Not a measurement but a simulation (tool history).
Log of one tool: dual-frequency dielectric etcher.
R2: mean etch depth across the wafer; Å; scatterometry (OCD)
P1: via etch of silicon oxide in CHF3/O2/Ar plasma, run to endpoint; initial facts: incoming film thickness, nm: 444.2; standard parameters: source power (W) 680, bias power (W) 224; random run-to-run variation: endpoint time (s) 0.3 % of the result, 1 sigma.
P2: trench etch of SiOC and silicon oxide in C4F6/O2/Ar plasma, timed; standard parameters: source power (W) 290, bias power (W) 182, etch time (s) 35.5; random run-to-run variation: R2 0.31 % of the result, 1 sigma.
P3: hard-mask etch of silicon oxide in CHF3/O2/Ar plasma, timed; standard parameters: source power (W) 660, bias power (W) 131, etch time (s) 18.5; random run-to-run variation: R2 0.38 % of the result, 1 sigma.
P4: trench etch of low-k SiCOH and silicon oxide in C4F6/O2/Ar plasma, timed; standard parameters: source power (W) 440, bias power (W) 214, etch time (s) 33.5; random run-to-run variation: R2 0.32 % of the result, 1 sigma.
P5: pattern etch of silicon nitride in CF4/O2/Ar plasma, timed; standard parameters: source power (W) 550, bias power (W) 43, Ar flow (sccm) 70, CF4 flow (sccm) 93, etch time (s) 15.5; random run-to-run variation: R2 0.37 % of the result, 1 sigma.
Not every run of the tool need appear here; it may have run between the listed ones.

run 1 day=0.492 | process_that_ran=P1 source_power_(W)=680 bias_power_(W)=224 | endpoint_time_(s)=204.2
run 2 day=1.15 | process_that_ran=P1 source_power_(W)=500 bias_power_(W)=305 | endpoint_time_(s)=203.31
run 3 day=1.525 | process_that_ran=P1 source_power_(W)=850 bias_power_(W)=224 | endpoint_time_(s)=187.39
run 4 day=1.871 | process_that_ran=P4 source_power_(W)=440 bias_power_(W)=214 etch_time_(s)=33.5 | R2=1147.2
run 5 day=2.204 | process_that_ran=P2 source_power_(W)=180 bias_power_(W)=182 etch_time_(s)=35.5 | R2=530.59
run 6 day=2.779 | process_that_ran=P1 source_power_(W)=500 bias_power_(W)=224 | endpoint_time_(s)=229.04
run 7 day=3.333 | process_that_ran=P1 source_power_(W)=540 bias_power_(W)=267 | endpoint_time_(s)=207.57
run 8 day=3.933 | process_that_ran=P3 source_power_(W)=660 bias_power_(W)=79 etch_time_(s)=18.5 | R2=296.69
run 9 day=4.558 | process_that_ran=P4 source_power_(W)=440 bias_power_(W)=214 etch_time_(s)=33.5 | R2=1145.8
run 10 day=4.95 | process_that_ran=P1 source_power_(W)=680 bias_power_(W)=311 | endpoint_time_(s)=180.7
run 11 day=5.646 | process_that_ran=P5 source_power_(W)=700 bias_power_(W)=43 etch_time_(s)=15.5 Ar_flow_(sccm)=70 CF4_flow_(sccm)=93 | R2=391.14
run 12 day=5.996 | process_that_ran=P5 source_power_(W)=550 bias_power_(W)=43 etch_time_(s)=11.5 Ar_flow_(sccm)=70 CF4_flow_(sccm)=93 | R2=234.82
run 13 day=6.675 | process_that_ran=P3 source_power_(W)=660 bias_power_(W)=131 etch_time_(s)=18.5 | R2=344.75
run 14 day=7.179 | process_that_ran=P3 source_power_(W)=660 bias_power_(W)=131 etch_time_(s)=23.5 | R2=438.23
run 15 day=7.758 | process_that_ran=P1 source_power_(W)=680 bias_power_(W)=182 | endpoint_time_(s)=218.25
run 16 day=8.275 | process_that_ran=P5 source_power_(W)=550 bias_power_(W)=43 etch_time_(s)=15.5 Ar_flow_(sccm)=54 CF4_flow_(sccm)=93 | R2=323.36
run 17 day=8.696 | process_that_ran=P2 source_power_(W)=290 bias_power_(W)=227 etch_time_(s)=35.5 | R2=692.07
run 18 day=9.3 | process_that_ran=P4 source_power_(W)=270 bias_power_(W)=214 etch_time_(s)=33.5 | R2=946.57
run 19 day=9.879 | process_that_ran=P1 source_power_(W)=820 bias_power_(W)=286 | endpoint_time_(s)=173.96
run 20 day=10.279 | process_that_ran=P2 source_power_(W)=290 bias_power_(W)=182 etch_time_(s)=35.5 | R2=640.49
run 21 day=10.95 | process_that_ran=P4 source_power_(W)=440 bias_power_(W)=214 etch_time_(s)=47 | R2=1604.6
run 22 day=11.396 | process_that_ran=P1 source_power_(W)=680 bias_power_(W)=224 | endpoint_time_(s)=203.12
run 23 day=11.988 | process_that_ran=P3 source_power_(W)=500 bias_power_(W)=131 etch_time_(s)=18.5 | R2=308.43
run 24 day=12.7 | process_that_ran=P1 source_power_(W)=680 bias_power_(W)=224 | endpoint_time_(s)=203.09
run 25 day=13.104 | process_that_ran=P5 source_power_(W)=550 bias_power_(W)=43 etch_time_(s)=15.5 Ar_flow_(sccm)=70 CF4_flow_(sccm)=93 | R2=315.15
run 26 day=13.533 | process_that_ran=P4 source_power_(W)=440 bias_power_(W)=280 etch_time_(s)=33.5 | R2=1263.3
run 27 day=13.954 | process_that_ran=P5 source_power_(W)=550 bias_power_(W)=43 etch_time_(s)=15.5 Ar_flow_(sccm)=70 CF4_flow_(sccm)=116 | R2=323.02
run 28 day=14.462 | process_that_ran=P2 source_power_(W)=290 bias_power_(W)=182 etch_time_(s)=46 | R2=831.17
run 29 day=15.062 | process_that_ran=P5 source_power_(W)=550 bias_power_(W)=43 etch_time_(s)=15.5 Ar_flow_(sccm)=70 CF4_flow_(sccm)=93 | R2=314.15
run 30 day=15.679 | process_that_ran=P1 source_power_(W)=680 bias_power_(W)=224 | endpoint_time_(s)=203.81
run 31 day=16.354 | process_that_ran=P5 source_power_(W)=550 bias_power_(W)=58 etch_time_(s)=15.5 Ar_flow_(sccm)=70 CF4_flow_(sccm)=93 | R2=353.43

Run 32 is up next; what results do you expect?
run 32 day=16.783 | process_that_ran=P1 source_power_(W)=680 bias_power_(W)=224 | endpoint_time_(s)=?

{"run 32": {"endpoint time (s)": 203.14}}

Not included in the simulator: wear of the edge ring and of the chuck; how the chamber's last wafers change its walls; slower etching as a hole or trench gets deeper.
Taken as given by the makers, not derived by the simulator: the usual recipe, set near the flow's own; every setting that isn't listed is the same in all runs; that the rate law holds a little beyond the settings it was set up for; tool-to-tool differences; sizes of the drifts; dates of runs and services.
